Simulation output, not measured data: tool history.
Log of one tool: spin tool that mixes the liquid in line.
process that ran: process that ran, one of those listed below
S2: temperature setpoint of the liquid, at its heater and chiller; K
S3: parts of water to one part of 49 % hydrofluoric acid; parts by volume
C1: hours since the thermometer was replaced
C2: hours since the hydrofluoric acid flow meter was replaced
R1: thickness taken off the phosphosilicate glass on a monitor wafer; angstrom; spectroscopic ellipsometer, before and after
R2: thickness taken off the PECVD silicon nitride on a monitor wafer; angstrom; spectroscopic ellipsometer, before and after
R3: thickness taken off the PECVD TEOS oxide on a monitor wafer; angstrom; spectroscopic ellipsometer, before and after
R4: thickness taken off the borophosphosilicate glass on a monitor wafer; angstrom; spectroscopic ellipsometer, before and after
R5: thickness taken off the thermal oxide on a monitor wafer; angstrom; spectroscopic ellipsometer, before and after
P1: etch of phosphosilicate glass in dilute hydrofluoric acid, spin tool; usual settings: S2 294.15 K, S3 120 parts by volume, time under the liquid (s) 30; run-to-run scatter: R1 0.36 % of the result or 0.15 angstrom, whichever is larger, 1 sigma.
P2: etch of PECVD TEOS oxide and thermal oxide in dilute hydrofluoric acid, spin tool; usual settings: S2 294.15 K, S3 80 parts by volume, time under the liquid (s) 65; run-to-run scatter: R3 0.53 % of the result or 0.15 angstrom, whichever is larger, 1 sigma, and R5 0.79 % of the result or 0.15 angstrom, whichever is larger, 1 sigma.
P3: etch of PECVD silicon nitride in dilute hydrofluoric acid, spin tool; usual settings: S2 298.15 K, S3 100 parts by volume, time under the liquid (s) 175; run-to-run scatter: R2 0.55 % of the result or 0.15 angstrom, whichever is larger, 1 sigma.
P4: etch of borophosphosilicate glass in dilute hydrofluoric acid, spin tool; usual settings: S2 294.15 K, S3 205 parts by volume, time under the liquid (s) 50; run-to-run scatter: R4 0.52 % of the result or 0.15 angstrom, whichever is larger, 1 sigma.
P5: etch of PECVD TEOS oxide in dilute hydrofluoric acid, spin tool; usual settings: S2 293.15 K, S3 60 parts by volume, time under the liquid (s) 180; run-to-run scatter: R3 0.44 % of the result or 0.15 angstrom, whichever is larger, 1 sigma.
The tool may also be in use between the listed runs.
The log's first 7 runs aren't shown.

{"run": 8, "hour": 37.8, "process that ran": "P5", "S2": 298.15, "S3": 60, "time under the liquid (s)": 180, "C1": 355.9, "C2": 429.9, "R3": 341.53}
{"run": 9, "hour": 40.7, "process that ran": "P1", "S2": 294.15, "S3": 120, "time under the liquid (s)": 50, "C1": 358.8, "C2": 432.8, "R1": 240.38}
{"run": 10, "hour": 45.3, "process that ran": "P4", "S2": 294.15, "S3": 325, "time under the liquid (s)": 50, "C1": 363.4, "C2": 437.4, "R4": 32.764}
{"run": 11, "hour": 49.2, "process that ran": "P5", "S2": 293.15, "S3": 90, "time under the liquid (s)": 180, "C1": 367.3, "C2": 441.3, "R3": 177.57}
{"run": 12, "hour": 55.7, "process that ran": "P1", "S2": 294.15, "S3": 120, "time under the liquid (s)": 15, "C1": 373.8, "C2": 447.8, "R1": 72.544}
{"run": 13, "hour": 59.7, "process that ran": "P2", "S2": 294.15, "S3": 80, "time under the liquid (s)": 65, "C1": 377.8, "C2": 451.8, "R3": 111.2, "R5": 35.216}
{"hour": 61.9, "done": "thermometer replaced"}
{"run": 14, "hour": 65.1, "process that ran": "P4", "S2": 294.15, "S3": 205, "time under the liquid (s)": 75, "C1": 3.3, "C2": 457.2, "R4": 86.271}
{"run": 15, "hour": 68.3, "process that ran": "P2", "S2": 294.15, "S3": 80, "time under the liquid (s)": 25, "C1": 6.5, "C2": 460.4, "R3": 42.679, "R5": 13.631}
{"run": 16, "hour": 73.3, "process that ran": "P1", "S2": 290.15, "S3": 120, "time under the liquid (s)": 30, "C1": 11.5, "C2": 465.4, "R1": 123.28}
{"run": 17, "hour": 78.7, "process that ran": "P5", "S2": 293.15, "S3": 60, "time under the liquid (s)": 180, "C1": 16.9, "C2": 470.8, "R3": 278.45}
{"run": 18, "hour": 84.2, "process that ran": "P1", "S2": 294.15, "S3": 120, "time under the liquid (s)": 30, "C1": 22.4, "C2": 476.3, "R1": 145.52}
{"run": 19, "hour": 89.3, "process that ran": "P1", "S2": 294.15, "S3": 210, "time under the liquid (s)": 55, "C1": 27.5, "C2": 481.4, "R1": 138.84}
{"run": 20, "hour": 94.0, "process that ran": "P4", "S2": 294.15, "S3": 205, "time under the liquid (s)": 50, "C1": 32.2, "C2": 486.1, "R4": 57.77}
{"run": 21, "hour": 97.8, "process that ran": "P4", "S2": 300.15, "S3": 205, "time under the liquid (s)": 50, "C1": 36, "C2": 489.9, "R4": 72.181}
{"run": 22, "hour": 101.0, "process that ran": "P2", "S2": 294.15, "S3": 145, "time under the liquid (s)": 65, "C1": 39.2, "C2": 493.1, "R3": 57.128, "R5": 18.013}
{"run": 23, "hour": 106.1, "process that ran": "P1", "S2": 294.15, "S3": 120, "time under the liquid (s)": 30, "C1": 44.3, "C2": 498.2, "R1": 144.55}

The next listed run, before its measurement:
{"run": 24, "hour": 110.8, "process that ran": "P5", "S2": 293.15, "S3": 60, "time under the liquid (s)": 60, "C1": 49, "C2": 502.9, "R3": "?"}

{"run 24": {"R3": 92.15}}
